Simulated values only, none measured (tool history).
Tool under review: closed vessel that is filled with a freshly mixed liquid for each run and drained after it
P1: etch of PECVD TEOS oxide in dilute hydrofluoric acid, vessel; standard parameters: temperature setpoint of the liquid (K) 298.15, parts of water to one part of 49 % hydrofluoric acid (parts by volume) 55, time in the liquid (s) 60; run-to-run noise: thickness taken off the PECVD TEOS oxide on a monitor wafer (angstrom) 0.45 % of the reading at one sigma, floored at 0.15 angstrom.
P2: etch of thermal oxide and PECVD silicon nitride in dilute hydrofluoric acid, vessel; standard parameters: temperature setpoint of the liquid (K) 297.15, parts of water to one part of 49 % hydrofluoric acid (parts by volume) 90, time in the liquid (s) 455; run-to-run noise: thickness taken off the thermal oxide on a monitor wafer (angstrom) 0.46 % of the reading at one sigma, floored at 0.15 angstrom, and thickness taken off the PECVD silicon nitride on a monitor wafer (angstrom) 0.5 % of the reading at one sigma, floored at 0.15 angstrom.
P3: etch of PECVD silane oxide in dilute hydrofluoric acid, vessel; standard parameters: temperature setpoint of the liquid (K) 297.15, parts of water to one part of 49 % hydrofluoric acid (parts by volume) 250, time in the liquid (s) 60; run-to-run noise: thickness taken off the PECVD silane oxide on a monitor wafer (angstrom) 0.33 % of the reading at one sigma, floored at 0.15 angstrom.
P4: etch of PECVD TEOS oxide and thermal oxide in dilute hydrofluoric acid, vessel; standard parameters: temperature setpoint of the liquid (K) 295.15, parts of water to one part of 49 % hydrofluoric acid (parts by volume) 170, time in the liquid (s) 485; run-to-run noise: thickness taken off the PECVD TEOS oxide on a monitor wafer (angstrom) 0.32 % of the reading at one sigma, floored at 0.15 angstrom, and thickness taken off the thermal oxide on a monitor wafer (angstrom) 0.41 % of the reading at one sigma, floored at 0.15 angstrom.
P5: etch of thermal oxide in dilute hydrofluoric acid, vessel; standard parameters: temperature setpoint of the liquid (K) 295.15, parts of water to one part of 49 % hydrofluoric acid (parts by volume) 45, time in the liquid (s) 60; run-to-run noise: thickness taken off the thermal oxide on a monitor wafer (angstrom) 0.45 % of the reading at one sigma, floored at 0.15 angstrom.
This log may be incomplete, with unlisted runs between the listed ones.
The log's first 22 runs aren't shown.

| run | hour | process that ran | temperature setpoint of the liquid (K) | parts of water to one part of 49 % hydrofluoric acid (parts by volume) | time in the liquid (s) | hours since the thermometer was replaced | hours since the hydrofluoric acid flow meter was replaced | thickness taken off the PECVD TEOS oxide on a monitor wafer (angstrom) | thickness taken off the thermal oxide on a monitor wafer (angstrom) | thickness taken off the PECVD silicon nitride on a monitor wafer (angstrom) | thickness taken off the PECVD silane oxide on a monitor wafer (angstrom) |
|---|---|---|---|---|---|---|---|---|---|---|---|
| 23 | 72.4 | P4 | 295.15 | 30 | 485 | 205.3 | 359.8 | 3364.900 | 785.290 |  |  |
| 24 | 75.1 | P2 | 297.15 | 90 | 455 | 208.0 | 362.5 |  | 247.040 | 210.81 |  |
| 25 | 79.4 | P1 | 298.15 | 55 | 60 | 212.3 | 366.8 | 168.800 |  |  |  |
| 26 | 81.6 | P5 | 295.15 | 75 | 60 | 214.5 | 369.0 |  | 37.839 |  |  |
| 27 | 86.0 | P1 | 298.15 | 55 | 60 | 218.9 | 373.4 | 168.960 |  |  |  |
| 28 | 89.1 | P1 | 298.15 | 55 | 60 | 222.0 | 376.5 | 170.870 |  |  |  |
| 29 | 91.4 | P4 | 295.15 | 170 | 485 | 224.3 | 378.8 | 505.910 | 117.680 |  |  |
| 30 | 94.4 | P1 | 293.65 | 55 | 60 | 227.3 | 381.8 | 141.990 |  |  |  |
| 31 | 96.4 | P1 | 298.15 | 55 | 60 | 229.3 | 383.8 | 170.270 |  |  |  |
| 32 | 99.0 | P1 | 298.15 | 55 | 60 | 231.9 | 386.4 | 165.670 |  |  |  |
| 33 | 103.2 | P1 | 298.15 | 55 | 60 | 236.1 | 390.6 | 160.950 |  |  |  |
| 34 | 106.5 | P1 | 298.15 | 55 | 60 | 239.4 | 393.9 | 158.790 |  |  |  |
| 35 | 108.8 | P1 | 298.15 | 55 | 60 | 241.7 | 396.2 | 158.140 |  |  |  |
| 36 | 110.7 | P1 | 298.15 | 55 | 60 | 243.6 | 398.1 | 157.670 |  |  |  |

Estimate the outcome of run 37 from the log above:
| 37 | 113.6 | P1 | 298.15 | 55 | 60 | 246.5 | 401.0 | ? |  |  |  |

Run 37 produced thickness taken off the PECVD TEOS oxide on a monitor wafer (angstrom) 157.920.
